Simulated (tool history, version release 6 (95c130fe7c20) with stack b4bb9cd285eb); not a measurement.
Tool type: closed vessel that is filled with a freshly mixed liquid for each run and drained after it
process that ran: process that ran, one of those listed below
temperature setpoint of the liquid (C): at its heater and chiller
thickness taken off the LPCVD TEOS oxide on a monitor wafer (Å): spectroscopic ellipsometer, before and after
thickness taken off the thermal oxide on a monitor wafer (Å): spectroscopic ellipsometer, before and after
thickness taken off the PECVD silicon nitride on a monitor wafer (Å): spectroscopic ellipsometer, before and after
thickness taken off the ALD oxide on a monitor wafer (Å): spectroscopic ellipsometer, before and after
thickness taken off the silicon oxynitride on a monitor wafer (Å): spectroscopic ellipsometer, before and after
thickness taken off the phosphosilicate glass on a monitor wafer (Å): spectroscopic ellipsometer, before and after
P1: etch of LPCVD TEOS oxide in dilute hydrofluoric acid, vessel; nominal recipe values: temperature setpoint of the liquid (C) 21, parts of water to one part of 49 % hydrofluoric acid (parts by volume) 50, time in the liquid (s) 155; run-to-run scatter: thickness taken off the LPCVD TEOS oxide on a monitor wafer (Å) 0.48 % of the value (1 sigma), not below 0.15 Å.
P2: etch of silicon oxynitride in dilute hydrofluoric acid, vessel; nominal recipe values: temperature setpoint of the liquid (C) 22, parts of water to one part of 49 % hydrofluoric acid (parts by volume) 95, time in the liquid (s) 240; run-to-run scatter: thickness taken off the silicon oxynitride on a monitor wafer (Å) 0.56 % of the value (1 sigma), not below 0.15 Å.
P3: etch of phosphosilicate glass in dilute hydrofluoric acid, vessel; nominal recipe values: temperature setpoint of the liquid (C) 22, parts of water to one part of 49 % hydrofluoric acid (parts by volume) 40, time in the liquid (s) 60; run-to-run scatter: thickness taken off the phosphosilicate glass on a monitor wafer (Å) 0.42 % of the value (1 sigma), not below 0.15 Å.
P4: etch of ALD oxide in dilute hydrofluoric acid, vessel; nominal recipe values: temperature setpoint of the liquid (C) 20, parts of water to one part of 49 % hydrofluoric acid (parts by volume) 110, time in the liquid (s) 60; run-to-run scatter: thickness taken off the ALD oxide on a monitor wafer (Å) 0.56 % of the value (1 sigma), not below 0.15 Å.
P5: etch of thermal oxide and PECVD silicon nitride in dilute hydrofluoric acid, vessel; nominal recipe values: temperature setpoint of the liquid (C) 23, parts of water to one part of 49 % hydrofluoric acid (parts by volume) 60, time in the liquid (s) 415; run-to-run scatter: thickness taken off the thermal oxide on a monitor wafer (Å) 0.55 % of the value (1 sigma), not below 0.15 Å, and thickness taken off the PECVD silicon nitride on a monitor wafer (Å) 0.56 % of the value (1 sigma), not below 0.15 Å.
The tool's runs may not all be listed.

run    day  process that ran  temperature setpoint of the liquid (C)  parts of water to one part of 49 % hydrofluoric acid (parts by volume)  time in the liquid (s)  hours since the thermometer was replaced  hours since the hydrofluoric acid flow meter was replaced  thickness taken off the LPCVD TEOS oxide on a monitor wafer (Å)  thickness taken off the thermal oxide on a monitor wafer (Å)  thickness taken off the PECVD silicon nitride on a monitor wafer (Å)  thickness taken off the ALD oxide on a monitor wafer (Å)  thickness taken off the silicon oxynitride on a monitor wafer (Å)  thickness taken off the phosphosilicate glass on a monitor wafer (Å)
  1  0.325                P1                                      21                                                                      50                     155                                    1326.9                                                      661.5                                                            546.1
  2  0.612                P5                                      23                                                                      60                     415                                    1333.8                                                      668.4                                                                                                                         330.87                                                                 305.2
  3  0.829                P5                                      23                                                                      30                     415                                      1339                                                      673.6                                                                                                                         688.86                                                                594.97
  4  1.008                P4                                      20                                                                     180                      60                                    1343.3                                                      677.9                                                                                                                                                                                                                                                         85.877
  5  1.188                P5                                      19                                                                      60                     415                                    1347.6                                                      682.2                                                                                                                         282.52                                                                231.85
  6  1.471                P4                                      20                                                                     110                      60                                    1354.4                                                        689                                                                                                                                                                                                                                                         150.13
  7  1.654                P2                                      22                                                                      95                     240                                    1358.8                                                      693.4                                                                                                                                                                                                                                                                                                                             87.19
  8  1.988                P3                                      22                                                                      40                      95                                    1366.8                                                      701.4                                                                                                                                                                                                                                                                                                                                                                                                  2770.3
  9  2.296                P1                                      21                                                                      50                     155                                    1374.2                                                      708.8                                                           548.23
 10  2.608                P1                                      21                                                                      65                     245                                    1381.7                                                      716.3                                                           648.13
 11  2.871                P5                                      23                                                                      60                     415                                      1388                                                      722.6                                                                                                                         332.36                                                                305.35
 12  3.162                P2                                      22                                                                      20                     240                                      1395                                                      729.6                                                                                                                                                                                                                                                                                                                            440.82
 13  3.446                P1                                      21                                                                      50                      80                                    1401.8                                                      736.4                                                           281.05
 14  3.621                P1                                      21                                                                      50                     155                                      1406                                                      740.6                                                           545.83
 15  3.767                P4                                      20                                                                     110                      85                                    1409.5                                                      744.1                                                                                                                                                                                                                                                         215.76
 16  3.933                P1                                      21                                                                      20                     155                                    1413.5                                                      748.1                                                           1421.3
 17  4.158                P3                                      22                                                                      60                      60                                    1418.9                                                      753.5                                                                                                                                                                                                                                                                                                                                                                                                  1120.7
 18  4.458                P5                                      23                                                                      60                      30                                    1426.1                                                      760.7                                                                                                                         24.044                                                                21.757
 19  4.721                P1                                      21                                                                      50                     155                                    1432.4                                                        767                                                           549.18
 20  4.896                P1                                    25.5                                                                      50                     155                                    1436.6                                                      771.2                                                           661.09
 21  5.054                P2                                      28                                                                      95                     240                                    1440.4                                                        775                                                                                                                                                                                                                                                                                                                            117.22
 22  5.325                P1                                      21                                                                      50                     270                                    1446.9                                                      781.5                                                           946.38
 23  5.575                P4                                      20                                                                     110                      60                                    1452.9                                                      787.5                                                                                                                                                                                                                                                         151.75
 24  5.875                P3                                      17                                                                      40                      60                                    1460.1                                                      794.7                                                                                                                                                                                                                                                                                                                                                                                                  1414.5
 25  6.038                P2                                      22                                                                      95                     240                                      1464                                                      798.6                                                                                                                                                                                                                                                                                                                            87.896
 26  6.312                P2                                      22                                                                      95                     465                                    1470.6                                                      805.2                                                                                                                                                                                                                                                                                                                             170.7
 27  6.492                P1                                      21                                                                      50                     155                                    1474.9                                                      809.5                                                           540.75
 28  6.804                P1                                      21                                                                      70                     155                                    1482.4                                                        817                                                              380
 29  6.946                P4                                      17                                                                     110                      60                                    1485.8                                                      820.4                                                                                                                                                                                                                                                         133.61
 30  7.229                P3                                      22                                                                      40                      60                                    1492.6                                                      827.2                                                                                                                                                                                                                                                                                                                                                                                                  1732.4
 31  7.542                P1                                      17                                                                      50                     155                                    1500.1                                                      834.7                                                           459.91
 32    7.8                P1                                      21                                                                      50                     155                                    1506.3                                                      840.9                                                           550.89
 33  8.038                P1                                      21                                                                      50                     155                                      1512                                                      846.6                                                           547.95

Estimate the outcome of run 34 from the log above:
 34  8.225                P1                                      21                                                                      50                     155                                    1516.5                                                      851.1                                                                ?

{"run 34": {"thickness taken off the LPCVD TEOS oxide on a monitor wafer (Å)": 548.33}}
